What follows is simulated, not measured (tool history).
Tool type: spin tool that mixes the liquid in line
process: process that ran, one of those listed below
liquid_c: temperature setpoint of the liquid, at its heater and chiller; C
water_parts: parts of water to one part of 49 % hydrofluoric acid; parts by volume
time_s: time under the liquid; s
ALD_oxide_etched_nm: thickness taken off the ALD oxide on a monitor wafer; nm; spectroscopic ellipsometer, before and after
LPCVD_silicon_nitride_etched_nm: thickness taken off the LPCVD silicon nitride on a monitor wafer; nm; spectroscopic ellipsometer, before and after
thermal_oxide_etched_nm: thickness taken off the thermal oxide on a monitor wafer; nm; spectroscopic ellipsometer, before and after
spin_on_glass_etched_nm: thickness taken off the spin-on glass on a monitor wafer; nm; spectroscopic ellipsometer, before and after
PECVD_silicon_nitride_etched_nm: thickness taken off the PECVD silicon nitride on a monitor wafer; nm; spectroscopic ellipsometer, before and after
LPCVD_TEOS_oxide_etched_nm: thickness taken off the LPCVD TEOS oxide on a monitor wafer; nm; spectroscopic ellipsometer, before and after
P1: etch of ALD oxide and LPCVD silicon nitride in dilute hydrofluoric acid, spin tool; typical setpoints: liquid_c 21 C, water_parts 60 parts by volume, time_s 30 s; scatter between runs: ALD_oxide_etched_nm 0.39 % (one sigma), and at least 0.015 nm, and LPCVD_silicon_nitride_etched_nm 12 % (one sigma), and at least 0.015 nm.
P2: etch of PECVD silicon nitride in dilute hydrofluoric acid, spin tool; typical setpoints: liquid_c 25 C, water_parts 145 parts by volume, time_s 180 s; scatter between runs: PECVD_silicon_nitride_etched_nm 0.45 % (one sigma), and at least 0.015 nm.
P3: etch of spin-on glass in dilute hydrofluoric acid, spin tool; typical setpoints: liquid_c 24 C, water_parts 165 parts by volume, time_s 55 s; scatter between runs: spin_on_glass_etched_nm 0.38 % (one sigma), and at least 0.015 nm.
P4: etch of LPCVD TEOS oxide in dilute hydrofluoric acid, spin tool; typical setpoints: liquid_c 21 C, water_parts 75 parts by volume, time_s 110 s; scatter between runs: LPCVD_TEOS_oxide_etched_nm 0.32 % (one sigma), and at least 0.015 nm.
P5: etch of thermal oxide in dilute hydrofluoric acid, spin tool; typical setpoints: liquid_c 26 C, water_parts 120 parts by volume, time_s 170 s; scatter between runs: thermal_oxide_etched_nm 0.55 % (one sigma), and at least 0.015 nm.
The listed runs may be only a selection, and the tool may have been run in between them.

run,hour,process,liquid_c,water_parts,time_s,ALD_oxide_etched_nm,LPCVD_silicon_nitride_etched_nm,thermal_oxide_etched_nm,spin_on_glass_etched_nm,PECVD_silicon_nitride_etched_nm,LPCVD_TEOS_oxide_etched_nm
1,10.6,P1,21,60,30,7.191,0.15597,,,,
2,17.9,P1,21,40,30,11.108,0.31368,,,,
3,27,P1,17,60,30,6.0993,0.14656,,,,
4,32.1,P1,21,100,50,6.857,0.17572,,,,
5,39.2,P5,26,35,170,,,25.241,,,
6,46.4,P3,24,165,20,,,,5.4227,,
7,54,P1,21,60,30,7.1999,0.20294,,,,
8,62,P5,18,120,170,,,4.8171,,,
9,70.6,P1,17,20,30,19.06,0.36712,,,,
10,75.6,P1,21,60,55,13.17,0.33685,,,,
11,86.9,P1,21,20,55,41.823,0.92962,,,,
12,98.4,P5,26,120,170,,,6.6403,,,
13,108.3,P2,25,145,180,,,,,7.6812,
14,115.4,P5,26,120,305,,,11.796,,,
15,126.1,P2,29.5,145,180,,,,,10.138,
16,137.3,P4,21,75,210,,,,,,43.074
17,144.6,P4,29,75,110,,,,,,31.204
18,154,P4,21,75,110,,,,,,22.645
19,159.8,P4,21,40,110,,,,,,44.317
20,170.6,P1,21,60,30,7.1509,0.21727,,,,
21,181.7,P3,18.5,165,55,,,,12.013,,
22,192.5,P3,24,165,55,,,,14.93,,
23,201.1,P1,21,60,30,7.2351,0.16862,,,,
24,207.6,P1,21,60,15,3.5432,0.092035,,,,
25,218.3,P1,21,100,30,4.109,0.13334,,,,
26,223.5,P3,24,30,55,,,,96.089,,
27,230.6,P1,27.5,60,30,9.4465,0.32788,,,,
28,240.1,P1,21,60,30,7.189,0.19105,,,,
29,245.5,P2,25,35,180,,,,,30.883,

Estimate the outcome of run 30 from the log above:
30,256.3,P2,25,145,100,,,,,?,

Run 30 produced PECVD_silicon_nitride_etched_nm 4.2449 nm.
